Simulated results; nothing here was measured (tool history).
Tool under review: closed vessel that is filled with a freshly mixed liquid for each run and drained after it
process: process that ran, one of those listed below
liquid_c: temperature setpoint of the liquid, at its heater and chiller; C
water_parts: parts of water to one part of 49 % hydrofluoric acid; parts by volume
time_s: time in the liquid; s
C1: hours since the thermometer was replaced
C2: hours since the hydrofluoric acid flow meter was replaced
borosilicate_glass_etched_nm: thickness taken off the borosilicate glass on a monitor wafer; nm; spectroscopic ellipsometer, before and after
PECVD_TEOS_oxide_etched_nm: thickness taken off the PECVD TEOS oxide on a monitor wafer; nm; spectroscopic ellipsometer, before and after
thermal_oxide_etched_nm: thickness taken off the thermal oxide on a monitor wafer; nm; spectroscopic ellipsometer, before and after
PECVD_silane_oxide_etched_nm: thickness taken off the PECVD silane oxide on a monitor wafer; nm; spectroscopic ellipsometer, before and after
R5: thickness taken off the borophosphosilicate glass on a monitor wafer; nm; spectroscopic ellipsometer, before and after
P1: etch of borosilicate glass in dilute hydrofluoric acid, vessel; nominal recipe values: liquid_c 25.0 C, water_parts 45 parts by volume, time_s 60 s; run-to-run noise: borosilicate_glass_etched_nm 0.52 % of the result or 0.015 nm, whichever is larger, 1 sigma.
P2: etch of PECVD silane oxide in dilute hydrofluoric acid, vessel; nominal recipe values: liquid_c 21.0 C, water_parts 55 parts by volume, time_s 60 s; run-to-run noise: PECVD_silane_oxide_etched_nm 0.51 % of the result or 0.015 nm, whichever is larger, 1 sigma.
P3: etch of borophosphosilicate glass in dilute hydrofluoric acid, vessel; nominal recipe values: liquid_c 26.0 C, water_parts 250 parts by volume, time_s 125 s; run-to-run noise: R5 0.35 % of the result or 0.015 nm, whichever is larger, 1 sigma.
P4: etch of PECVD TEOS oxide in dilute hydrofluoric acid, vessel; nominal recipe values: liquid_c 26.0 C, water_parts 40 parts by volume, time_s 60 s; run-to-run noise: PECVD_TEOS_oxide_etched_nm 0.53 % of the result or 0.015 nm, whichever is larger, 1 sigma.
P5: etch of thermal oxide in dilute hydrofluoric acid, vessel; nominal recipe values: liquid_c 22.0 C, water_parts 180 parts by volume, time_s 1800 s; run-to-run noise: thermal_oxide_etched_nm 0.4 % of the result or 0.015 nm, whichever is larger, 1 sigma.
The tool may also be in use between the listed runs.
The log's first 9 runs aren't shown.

run 10 day=5.354 | process=P5 liquid_c=22.0 water_parts=180 time_s=1800 | C1=606.2 C2=268.5 | thermal_oxide_etched_nm=39.132
run 11 day=5.979 | process=P4 liquid_c=26.0 water_parts=40 time_s=60 | C1=621.2 C2=283.5 | PECVD_TEOS_oxide_etched_nm=24.310
run 12 day=6.646 | process=P4 liquid_c=26.0 water_parts=40 time_s=95 | C1=637.2 C2=299.5 | PECVD_TEOS_oxide_etched_nm=38.780
run 13 day=7.079 | process=P2 liquid_c=21.0 water_parts=95 time_s=60 | C1=647.6 C2=309.9 | PECVD_silane_oxide_etched_nm=19.594
run 14 day=7.846 | process=P1 liquid_c=17.5 water_parts=45 time_s=60 | C1=666.0 C2=328.3 | borosilicate_glass_etched_nm=18.174
run 15 day=8.350 | process=P5 liquid_c=28.5 water_parts=180 time_s=1800 | C1=678.1 C2=340.4 | thermal_oxide_etched_nm=49.904
run 16 day=8.817 | process=P3 liquid_c=20.0 water_parts=250 time_s=125 | C1=689.3 C2=351.6 | R5=26.821
run 17 day=9.350 | process=P1 liquid_c=25.0 water_parts=60 time_s=60 | C1=702.1 C2=364.4 | borosilicate_glass_etched_nm=18.263
run 18 day=10.083 | process=P1 liquid_c=31.5 water_parts=45 time_s=60 | C1=719.7 C2=382.0 | borosilicate_glass_etched_nm=32.287
run 19 day=10.525 | process=P1 liquid_c=25.0 water_parts=60 time_s=30 | C1=730.3 C2=392.6 | borosilicate_glass_etched_nm=9.143
run 20 day=11.138 | process=P1 liquid_c=25.0 water_parts=20 time_s=60 | C1=745.0 C2=407.3 | borosilicate_glass_etched_nm=58.431
run 21 day=11.629 | process=P2 liquid_c=29.0 water_parts=55 time_s=60 | C1=756.8 C2=419.1 | PECVD_silane_oxide_etched_nm=48.655
run 22 day=12.158 | process=P4 liquid_c=34.0 water_parts=40 time_s=60 | C1=769.5 C2=431.8 | PECVD_TEOS_oxide_etched_nm=33.333
run 23 day=12.688 | process=P2 liquid_c=21.0 water_parts=55 time_s=60 | C1=782.2 C2=444.5 | PECVD_silane_oxide_etched_nm=35.167
run 24 day=13.417 | process=P3 liquid_c=26.0 water_parts=420 time_s=125 | C1=799.7 C2=462.0 | R5=16.788
run 25 day=14.162 | process=P1 liquid_c=25.0 water_parts=45 time_s=60 | C1=817.6 C2=479.9 | borosilicate_glass_etched_nm=25.103
run 26 day=14.858 | process=P5 liquid_c=22.0 water_parts=45 time_s=1800 | C1=834.3 C2=496.6 | thermal_oxide_etched_nm=183.780
run 27 day=15.583 | process=P1 liquid_c=25.0 water_parts=45 time_s=30 | C1=851.7 C2=514.0 | borosilicate_glass_etched_nm=12.512
run 28 day=16.358 | process=P3 liquid_c=26.0 water_parts=250 time_s=65 | C1=870.3 C2=532.6 | R5=17.270

Run 29 has not been measured yet. What should we expect?
run 29 day=17.129 | process=P2 liquid_c=21.0 water_parts=55 time_s=30 | C1=888.8 C2=551.1 | PECVD_silane_oxide_etched_nm=?

Run 29 produced PECVD_silane_oxide_etched_nm 17.588 nm.
